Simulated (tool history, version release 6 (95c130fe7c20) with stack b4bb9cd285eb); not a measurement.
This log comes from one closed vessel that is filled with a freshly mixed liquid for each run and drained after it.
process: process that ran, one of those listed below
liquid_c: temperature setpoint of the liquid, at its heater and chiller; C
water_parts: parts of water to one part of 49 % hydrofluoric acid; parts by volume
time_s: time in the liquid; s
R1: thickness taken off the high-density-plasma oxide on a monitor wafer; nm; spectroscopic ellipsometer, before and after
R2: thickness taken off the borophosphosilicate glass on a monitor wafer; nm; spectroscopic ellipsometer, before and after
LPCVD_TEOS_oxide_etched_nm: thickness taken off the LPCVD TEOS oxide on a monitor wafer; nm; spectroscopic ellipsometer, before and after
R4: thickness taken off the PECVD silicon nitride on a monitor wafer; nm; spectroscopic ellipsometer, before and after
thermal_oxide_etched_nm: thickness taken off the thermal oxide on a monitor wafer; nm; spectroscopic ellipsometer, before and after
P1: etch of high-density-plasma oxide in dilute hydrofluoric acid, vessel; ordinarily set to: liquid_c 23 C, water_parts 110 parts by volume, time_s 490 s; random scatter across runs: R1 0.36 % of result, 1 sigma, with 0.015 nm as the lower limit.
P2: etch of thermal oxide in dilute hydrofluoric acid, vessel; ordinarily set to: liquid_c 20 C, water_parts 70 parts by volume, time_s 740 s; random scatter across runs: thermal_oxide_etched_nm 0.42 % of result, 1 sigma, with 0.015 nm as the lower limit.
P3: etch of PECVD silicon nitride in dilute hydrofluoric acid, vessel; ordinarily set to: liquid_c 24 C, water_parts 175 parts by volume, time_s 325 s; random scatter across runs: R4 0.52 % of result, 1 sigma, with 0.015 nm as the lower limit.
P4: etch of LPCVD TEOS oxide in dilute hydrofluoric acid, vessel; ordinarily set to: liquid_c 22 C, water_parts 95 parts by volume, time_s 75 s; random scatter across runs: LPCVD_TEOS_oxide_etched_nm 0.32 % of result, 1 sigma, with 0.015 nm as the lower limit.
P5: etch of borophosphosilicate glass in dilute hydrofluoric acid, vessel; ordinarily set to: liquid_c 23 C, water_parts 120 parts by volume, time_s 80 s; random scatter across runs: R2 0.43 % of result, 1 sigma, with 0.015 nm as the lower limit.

{"run": 1, "hour": 4.5, "process": "P1", "liquid_c": 23, "water_parts": 110, "time_s": 490, "R1": 34.015}
{"run": 2, "hour": 8.8, "process": "P1", "liquid_c": 23, "water_parts": 110, "time_s": 490, "R1": 33.781}
{"run": 3, "hour": 15.1, "process": "P5", "liquid_c": 29, "water_parts": 120, "time_s": 80, "R2": 24.458}
{"run": 4, "hour": 19.9, "process": "P1", "liquid_c": 28.5, "water_parts": 110, "time_s": 490, "R1": 41.822}
{"run": 5, "hour": 29.0, "process": "P4", "liquid_c": 22, "water_parts": 165, "time_s": 75, "LPCVD_TEOS_oxide_etched_nm": 6.5436}
{"run": 6, "hour": 36.9, "process": "P3", "liquid_c": 20, "water_parts": 175, "time_s": 325, "R4": 5.2147}
{"run": 7, "hour": 41.4, "process": "P3", "liquid_c": 24, "water_parts": 175, "time_s": 325, "R4": 6.8675}
{"run": 8, "hour": 50.5, "process": "P5", "liquid_c": 23, "water_parts": 120, "time_s": 80, "R2": 19.817}
{"run": 9, "hour": 56.2, "process": "P1", "liquid_c": 19.5, "water_parts": 160, "time_s": 490, "R1": 19.207}
{"run": 10, "hour": 64.9, "process": "P5", "liquid_c": 23, "water_parts": 120, "time_s": 40, "R2": 9.8325}
{"run": 11, "hour": 73.8, "process": "P5", "liquid_c": 23, "water_parts": 120, "time_s": 80, "R2": 19.599}
{"run": 12, "hour": 79.6, "process": "P3", "liquid_c": 24, "water_parts": 260, "time_s": 325, "R4": 4.612}
{"run": 13, "hour": 84.5, "process": "P2", "liquid_c": 20, "water_parts": 70, "time_s": 740, "thermal_oxide_etched_nm": 45.684}
{"run": 14, "hour": 91.3, "process": "P1", "liquid_c": 23, "water_parts": 110, "time_s": 265, "R1": 18.305}
{"run": 15, "hour": 95.5, "process": "P4", "liquid_c": 22, "water_parts": 95, "time_s": 110, "LPCVD_TEOS_oxide_etched_nm": 18.014}
{"run": 16, "hour": 100.1, "process": "P1", "liquid_c": 23, "water_parts": 65, "time_s": 490, "R1": 60.424}
{"run": 17, "hour": 105.7, "process": "P1", "liquid_c": 23, "water_parts": 110, "time_s": 980, "R1": 67.871}
{"run": 18, "hour": 112.6, "process": "P2", "liquid_c": 20, "water_parts": 70, "time_s": 115, "thermal_oxide_etched_nm": 7.083}
{"hour": 117.6, "done": "hydrofluoric acid flow meter replaced"}
{"run": 19, "hour": 118.5, "process": "P5", "liquid_c": 23, "water_parts": 195, "time_s": 80, "R2": 11.111}
{"run": 20, "hour": 126.5, "process": "P3", "liquid_c": 24, "water_parts": 175, "time_s": 325, "R4": 6.8908}
{"run": 21, "hour": 132.2, "process": "P1", "liquid_c": 23, "water_parts": 150, "time_s": 490, "R1": 23.673}
{"run": 22, "hour": 140.0, "process": "P1", "liquid_c": 23, "water_parts": 110, "time_s": 490, "R1": 33.849}
{"run": 23, "hour": 145.0, "process": "P2", "liquid_c": 20, "water_parts": 35, "time_s": 740, "thermal_oxide_etched_nm": 94.532}
{"run": 24, "hour": 151.0, "process": "P3", "liquid_c": 24, "water_parts": 175, "time_s": 620, "R4": 12.994}
{"run": 25, "hour": 158.8, "process": "P4", "liquid_c": 22, "water_parts": 95, "time_s": 75, "LPCVD_TEOS_oxide_etched_nm": 12.363}
{"run": 26, "hour": 167.3, "process": "P4", "liquid_c": 26.5, "water_parts": 95, "time_s": 75, "LPCVD_TEOS_oxide_etched_nm": 14.781}
{"run": 27, "hour": 171.4, "process": "P1", "liquid_c": 19, "water_parts": 110, "time_s": 490, "R1": 28.572}
{"run": 28, "hour": 176.2, "process": "P1", "liquid_c": 28.5, "water_parts": 110, "time_s": 85, "R1": 7.2327}
{"run": 29, "hour": 181.8, "process": "P2", "liquid_c": 17, "water_parts": 70, "time_s": 740, "thermal_oxide_etched_nm": 40.189}
{"run": 30, "hour": 189.3, "process": "P1", "liquid_c": 23, "water_parts": 110, "time_s": 490, "R1": 33.763}
{"run": 31, "hour": 195.4, "process": "P1", "liquid_c": 23, "water_parts": 110, "time_s": 490, "R1": 33.738}
{"run": 32, "hour": 202.3, "process": "P1", "liquid_c": 23, "water_parts": 110, "time_s": 490, "R1": 33.053}
{"run": 33, "hour": 209.3, "process": "P1", "liquid_c": 23, "water_parts": 110, "time_s": 490, "R1": 32.729}
{"run": 34, "hour": 215.1, "process": "P1", "liquid_c": 23, "water_parts": 110, "time_s": 490, "R1": 32.452}
{"run": 35, "hour": 224.0, "process": "P1", "liquid_c": 23, "water_parts": 110, "time_s": 490, "R1": 31.838}
{"run": 36, "hour": 231.2, "process": "P1", "liquid_c": 23, "water_parts": 110, "time_s": 490, "R1": 31.762}
{"run": 37, "hour": 238.8, "process": "P1", "liquid_c": 23, "water_parts": 110, "time_s": 490, "R1": 31.797}
{"run": 38, "hour": 244.4, "process": "P1", "liquid_c": 23, "water_parts": 110, "time_s": 490, "R1": 31.643}
{"run": 39, "hour": 251.8, "process": "P1", "liquid_c": 23, "water_parts": 110, "time_s": 490, "R1": 31.591}
{"run": 40, "hour": 255.8, "process": "P1", "liquid_c": 23, "water_parts": 110, "time_s": 490, "R1": 31.502}
{"run": 41, "hour": 264.3, "process": "P1", "liquid_c": 23, "water_parts": 110, "time_s": 490, "R1": 31.577}
{"run": 42, "hour": 272.9, "process": "P1", "liquid_c": 23, "water_parts": 110, "time_s": 490, "R1": 31.476}

P1 has crept away from where it was. The log is fitted equally well by each of these 2 causes, at the sizes shown:
A: liquid colder than its thermometer reads (K) = 1.78
B: hydrofluoric acid flow below the setpoint (%) = 6.08
The drift started at roughly hour 195.4.

Listed below are the offered check runs, one wafer per run, with question marks in place of results. For which of them would the causes give clearly different outcomes?
{"run": "check 1", "hour": 281.5, "process": "P2", "liquid_c": 20, "water_parts": 70, "time_s": 740, "thermal_oxide_etched_nm": "?"}
{"run": "check 2", "hour": 281.5, "process": "P5", "liquid_c": 23, "water_parts": 120, "time_s": 80, "R2": "?"}
{"run": "check 3", "hour": 281.5, "process": "P3", "liquid_c": 24, "water_parts": 175, "time_s": 325, "R4": "?"}
{"run": "check 4", "hour": 281.5, "process": "P4", "liquid_c": 22, "water_parts": 95, "time_s": 75, "LPCVD_TEOS_oxide_etched_nm": "?"}

What every check run would give for each of its results, assuming each possible cause in turn:
check=check_1 result=thermal_oxide_etched_nm if_A=42.373 if_B=42.677
check=check_2 result=R2 if_A=18.31 if_B=18.292
check=check_3 result=R4 if_A=6.1057 if_B=6.4348
check=check_4 result=LPCVD_TEOS_oxide_etched_nm if_A=11.44 if_B=11.471
Smallest distance between any two causes, each pair judged by its most separating result, in per cent: check 1 0.71 %; check 2 0.1 %; check 3 5.25 %; check 4 0.27 %
Check 3 tells the causes apart: in the others they would give nearly the same result.

Here is what check 3 returned: R4 6.0575 nm. Which cause is it?

The correct cause is A, namely: liquid colder than its thermometer reads (K).
